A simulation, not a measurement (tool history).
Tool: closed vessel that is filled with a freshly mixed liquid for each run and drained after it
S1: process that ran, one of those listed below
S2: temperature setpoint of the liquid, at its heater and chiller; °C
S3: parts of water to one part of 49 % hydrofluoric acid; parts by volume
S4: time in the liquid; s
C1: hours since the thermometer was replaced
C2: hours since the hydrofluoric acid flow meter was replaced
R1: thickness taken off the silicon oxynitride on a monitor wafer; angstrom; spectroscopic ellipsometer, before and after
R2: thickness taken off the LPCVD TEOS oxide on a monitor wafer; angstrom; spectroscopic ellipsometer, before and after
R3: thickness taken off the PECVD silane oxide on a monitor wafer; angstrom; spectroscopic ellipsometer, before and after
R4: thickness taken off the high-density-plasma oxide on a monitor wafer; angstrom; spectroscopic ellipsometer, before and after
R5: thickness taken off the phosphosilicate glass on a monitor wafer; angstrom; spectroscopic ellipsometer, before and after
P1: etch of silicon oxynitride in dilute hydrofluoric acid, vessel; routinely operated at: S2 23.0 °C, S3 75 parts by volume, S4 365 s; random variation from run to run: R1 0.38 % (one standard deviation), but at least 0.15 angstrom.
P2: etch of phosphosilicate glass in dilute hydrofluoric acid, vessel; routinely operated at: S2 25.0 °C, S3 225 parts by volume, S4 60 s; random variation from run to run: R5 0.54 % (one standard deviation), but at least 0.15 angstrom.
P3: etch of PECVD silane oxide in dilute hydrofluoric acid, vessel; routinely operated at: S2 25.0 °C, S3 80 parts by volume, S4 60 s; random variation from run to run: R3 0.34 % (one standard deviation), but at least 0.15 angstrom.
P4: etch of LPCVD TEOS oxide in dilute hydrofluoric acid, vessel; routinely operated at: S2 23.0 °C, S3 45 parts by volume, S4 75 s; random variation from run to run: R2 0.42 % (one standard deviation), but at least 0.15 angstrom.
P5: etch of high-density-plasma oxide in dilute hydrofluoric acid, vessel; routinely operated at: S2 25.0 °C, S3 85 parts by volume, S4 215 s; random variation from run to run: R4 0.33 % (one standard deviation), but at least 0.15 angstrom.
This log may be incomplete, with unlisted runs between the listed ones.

| run | hour | S1 | S2 | S3 | S4 | C1 | C2 | R1 | R2 | R3 | R4 | R5 |
|---|---|---|---|---|---|---|---|---|---|---|---|---|
| 1 | 8.0 | P1 | 23.0 | 75 | 365 | 594.2 | 1155.9 | 198.830 |  |  |  |  |
| 2 | 18.8 | P4 | 17.0 | 45 | 75 | 605.0 | 1166.7 |  | 229.37 |  |  |  |
| 3 | 27.0 | P3 | 25.0 | 80 | 60 | 613.2 | 1174.9 |  |  | 203.38 |  |  |
| 4 | 36.0 | P4 | 23.0 | 45 | 130 | 622.2 | 1183.9 |  | 512.96 |  |  |  |
| 5 | 45.1 | P1 | 18.5 | 75 | 670 | 631.3 | 1193.0 | 295.310 |  |  |  |  |
| 6 | 50.9 | P1 | 23.0 | 75 | 365 | 637.1 | 1198.8 | 200.620 |  |  |  |  |
| 7 | 57.5 | P4 | 23.0 | 70 | 75 | 643.7 | 1205.4 |  | 184.85 |  |  |  |
| 8 | 64.2 | P1 | 23.0 | 75 | 365 | 650.4 | 1212.1 | 200.950 |  |  |  |  |
| 9 | 69.8 | P4 | 23.0 | 45 | 75 | 656.0 | 1217.7 |  | 296.95 |  |  |  |
| 10 | 77.2 | P1 | 23.0 | 75 | 365 | 663.4 | 1225.1 | 201.370 |  |  |  |  |
| 11 | 86.0 | P5 | 25.0 | 85 | 35 | 672.2 | 1233.9 |  |  |  | 27.099 |  |
| 12 | 93.8 | P1 | 23.0 | 110 | 365 | 680.0 | 1241.7 | 132.940 |  |  |  |  |
| 13 | 100.4 | P1 | 23.0 | 75 | 195 | 686.6 | 1248.3 | 107.830 |  |  |  |  |
| 14 | 108.5 | P1 | 31.0 | 75 | 365 | 694.7 | 1256.4 | 292.340 |  |  |  |  |
| 15 | 115.4 | P5 | 25.0 | 85 | 215 | 701.6 | 1263.3 |  |  |  | 166.620 |  |
| 16 | 126.1 | P3 | 25.0 | 20 | 60 | 712.3 | 1274.0 |  |  | 881.19 |  |  |
| 17 | 133.9 | P3 | 25.0 | 80 | 90 | 720.1 | 1281.8 |  |  | 303.39 |  |  |
| 18 | 143.7 | P1 | 23.0 | 75 | 365 | 729.9 | 1291.6 | 200.000 |  |  |  |  |
|  | 149.7 | thermometer replaced |
| 19 | 151.7 | P2 | 25.0 | 225 | 60 | 2.1 | 1299.6 |  |  |  |  | 200.950 |
| 20 | 163.2 | P5 | 25.0 | 20 | 215 | 13.6 | 1311.1 |  |  |  | 770.000 |  |
| 21 | 168.5 | P3 | 17.0 | 80 | 60 | 18.9 | 1316.4 |  |  | 146.48 |  |  |
| 22 | 176.1 | P1 | 23.0 | 75 | 710 | 26.5 | 1324.0 | 390.580 |  |  |  |  |
| 23 | 183.8 | P2 | 25.0 | 345 | 60 | 34.2 | 1331.7 |  |  |  |  | 114.590 |
| 24 | 194.1 | P1 | 18.0 | 75 | 365 | 44.5 | 1342.0 | 156.690 |  |  |  |  |
| 25 | 202.7 | P5 | 25.0 | 85 | 215 | 53.1 | 1350.6 |  |  |  | 166.190 |  |
| 26 | 209.6 | P5 | 32.0 | 85 | 215 | 60.0 | 1357.5 |  |  |  | 217.450 |  |
| 27 | 221.4 | P1 | 23.0 | 105 | 30 | 71.8 | 1369.3 | 11.729 |  |  |  |  |
| 28 | 226.6 | P2 | 25.0 | 225 | 60 | 77.0 | 1374.5 |  |  |  |  | 201.270 |
| 29 | 233.8 | P4 | 23.0 | 45 | 75 | 84.2 | 1381.7 |  | 296.04 |  |  |  |
| 30 | 241.7 | P2 | 25.0 | 225 | 30 | 92.1 | 1389.6 |  |  |  |  | 99.253 |
| 31 | 247.5 | P1 | 23.0 | 20 | 365 | 97.9 | 1395.4 | 779.200 |  |  |  |  |
| 32 | 256.3 | P2 | 33.5 | 225 | 60 | 106.7 | 1404.2 |  |  |  |  | 269.760 |
| 33 | 263.9 | P1 | 23.0 | 75 | 365 | 114.3 | 1411.8 | 200.860 |  |  |  |  |
| 34 | 273.1 | P1 | 23.0 | 75 | 365 | 123.5 | 1421.0 | 192.830 |  |  |  |  |
| 35 | 280.2 | P1 | 23.0 | 75 | 365 | 130.6 | 1428.1 | 189.040 |  |  |  |  |
| 36 | 289.8 | P1 | 23.0 | 75 | 365 | 140.2 | 1437.7 | 186.320 |  |  |  |  |
| 37 | 299.5 | P1 | 23.0 | 75 | 365 | 149.9 | 1447.4 | 186.380 |  |  |  |  |
| 38 | 310.2 | P1 | 23.0 | 75 | 365 | 160.6 | 1458.1 | 185.910 |  |  |  |  |
| 39 | 316.2 | P1 | 23.0 | 75 | 365 | 166.6 | 1464.1 | 186.990 |  |  |  |  |

What P1 gives has crept away from where it was. These 2 causes fit the log equally well, each at the size given:
A: hydrofluoric acid flow below the setpoint (%) = 6.95
B: liquid colder than its thermometer reads (K) = 1.58
The onset of the drift is placed at about hour 263.9.

Which of the 4 check runs listed below separates the causes, so that each cause would produce a clearly different result? Each run uses one wafer, and its results are marked with question marks.
| check 1 | 322.2 | P4 | 17.0 | 60 | 75 |  |  |  | ? |  |  |  |
| check 2 | 322.2 | P3 | 17.5 | 25 | 60 |  |  |  |  | ? |  |  |
| check 3 | 322.2 | P5 | 25.0 | 20 | 215 |  |  |  |  |  | ? |  |
| check 4 | 322.2 | P2 | 30.5 | 225 | 60 |  |  |  |  |  |  | ? |

Check results expected under each cause:
| check | result | if A | if B |
|---|---|---|---|
| check 1 | R2 | 156.92 | 158.22 |
| check 2 | R3 | 471.50 | 473.48 |
| check 3 | R4 | 717.100 | 722.380 |
| check 4 | R5 | 221.850 | 230.520 |
Per check, the gap between the least separated pair of causes, taken in the result that splits them most: check 1 0.82 %; check 2 0.42 %; check 3 0.73 %; check 4 3.83 %
Only in check 4 would the causes give clearly different results; in the remaining checks their results would be nearly the same.

Check 4 was carried out, with these results: R5 222.290 angstrom. Which of the listed causes is responsible?

The correct cause is A, namely: hydrofluoric acid flow below the setpoint (%).

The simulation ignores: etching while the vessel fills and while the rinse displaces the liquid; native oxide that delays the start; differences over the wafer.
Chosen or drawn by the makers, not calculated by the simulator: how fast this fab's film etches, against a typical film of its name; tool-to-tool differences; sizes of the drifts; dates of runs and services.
